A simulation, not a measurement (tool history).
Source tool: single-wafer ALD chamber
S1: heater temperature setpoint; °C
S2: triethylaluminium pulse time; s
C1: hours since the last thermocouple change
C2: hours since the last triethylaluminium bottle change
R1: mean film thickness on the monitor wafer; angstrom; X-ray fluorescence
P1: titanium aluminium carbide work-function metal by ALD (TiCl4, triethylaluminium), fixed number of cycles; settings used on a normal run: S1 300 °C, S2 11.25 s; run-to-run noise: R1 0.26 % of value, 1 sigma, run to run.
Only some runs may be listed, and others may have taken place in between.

run	hour	S1	S2	C1	C2	R1
1	18	300	11.25	495.3	399.7	20.02
2	27.7	300	17.77	505	409.4	20.385
3	35.8	300	11.25	513.1	417.5	20.053
4	54	300	11.25	531.3	435.7	20.037
5	67	282	11.25	544.3	448.7	18.573
6	82.7	300	11.25	560	464.4	20.063
7	99.9	300	11.25	577.2	481.6	20.111
8	117.1	324	11.25	594.4	498.8	22.143
9	133.9	323	4.91	611.2	515.6	18.423
10	146.2	288	14.7	623.5	527.9	19.277
11	157	300	11.25	634.3	538.7	20.06
12	168	300	4.57	645.3	549.7	16.256
13	177	300	11.25	654.3	558.7	20.011
14	195	289	16.28	672.3	576.7	19.37
15	211	300	11.25	688.3	592.7	20.029
16	229.3	300	11.25	706.6	611	19.848

Run 17 is up next; what results do you expect?
17	237.8	300	11.25	715.1	619.5	?

R1: 19.97 angstrom

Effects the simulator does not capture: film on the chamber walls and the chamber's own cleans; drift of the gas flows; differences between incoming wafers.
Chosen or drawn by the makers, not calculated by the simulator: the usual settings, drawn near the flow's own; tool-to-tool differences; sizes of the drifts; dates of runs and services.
